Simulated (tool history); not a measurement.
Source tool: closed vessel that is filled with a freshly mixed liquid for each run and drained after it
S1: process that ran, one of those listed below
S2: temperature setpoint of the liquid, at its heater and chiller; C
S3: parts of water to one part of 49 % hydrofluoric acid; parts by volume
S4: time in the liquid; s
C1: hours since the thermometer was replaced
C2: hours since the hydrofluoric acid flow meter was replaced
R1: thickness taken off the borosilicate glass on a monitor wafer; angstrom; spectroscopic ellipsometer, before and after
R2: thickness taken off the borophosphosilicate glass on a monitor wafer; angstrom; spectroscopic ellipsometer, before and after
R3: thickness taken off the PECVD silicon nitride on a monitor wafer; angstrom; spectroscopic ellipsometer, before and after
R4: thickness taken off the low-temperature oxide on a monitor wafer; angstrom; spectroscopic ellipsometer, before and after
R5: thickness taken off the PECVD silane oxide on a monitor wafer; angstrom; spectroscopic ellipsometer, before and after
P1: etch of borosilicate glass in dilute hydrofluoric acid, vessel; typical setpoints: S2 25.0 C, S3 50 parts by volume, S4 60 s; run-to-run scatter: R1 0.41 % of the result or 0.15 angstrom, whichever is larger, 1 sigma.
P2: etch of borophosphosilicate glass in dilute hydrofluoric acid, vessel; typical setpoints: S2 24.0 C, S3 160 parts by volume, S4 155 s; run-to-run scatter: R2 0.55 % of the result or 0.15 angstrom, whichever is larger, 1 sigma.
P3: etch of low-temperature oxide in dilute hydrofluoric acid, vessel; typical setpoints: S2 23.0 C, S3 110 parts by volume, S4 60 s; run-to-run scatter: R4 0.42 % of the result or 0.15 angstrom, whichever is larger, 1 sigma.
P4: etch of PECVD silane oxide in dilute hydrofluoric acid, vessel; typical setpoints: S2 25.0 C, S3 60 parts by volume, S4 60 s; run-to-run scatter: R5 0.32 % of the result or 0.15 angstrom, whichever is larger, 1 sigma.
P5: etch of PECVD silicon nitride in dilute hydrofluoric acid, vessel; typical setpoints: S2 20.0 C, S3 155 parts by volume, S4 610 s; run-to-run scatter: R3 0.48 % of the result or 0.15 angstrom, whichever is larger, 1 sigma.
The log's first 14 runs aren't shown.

run	hour	S1	S2	S3	S4	C1	C2	R1	R2	R3	R4	R5
15	63.9	P1	25.0	50	60	359.3	1765.5	296.79				
16	69.5	P1	29.0	50	60	364.9	1771.1	346.51				
17	72.1	P5	27.0	155	610	367.5	1773.7			117.500		
18	74.9	P1	25.0	50	60	370.3	1776.5	295.35				
19	79.3	P1	25.0	50	60	374.7	1780.9	296.34				
20	82.5	P1	25.0	50	60	377.9	1784.1	294.58				
21	86.3	P4	25.0	60	60	381.7	1787.9					545.04
22	90.6	P4	25.0	95	60	386.0	1792.2					329.51
23	93.4	P4	19.5	60	60	388.8	1795.0					435.79
24	96.5	P1	18.0	50	60	391.9	1798.1	222.57				
25	100.8	P1	25.0	50	120	396.2	1802.4	593.09				
26	104.9	P2	27.5	160	155	400.3	1806.5		500.11			
27	109.8	P5	20.0	155	235	405.2	1811.4			29.205		
28	113.8	P5	20.0	155	610	409.2	1815.4			75.837		
29	119.0	P1	25.0	50	60	414.4	1820.6	295.99				
30	122.6	P2	24.0	160	155	418.0	1824.2		432.48			
31	127.6	P1	25.0	50	60	423.0	1829.2	294.53				
32	131.3	P1	25.0	50	60	426.7	1832.9	284.79				

The next listed run, before its measurement:
33	135.4	P1	25.0	50	60	430.8	1837.0	?				

Logged for run 33: R1 278.43 angstrom.
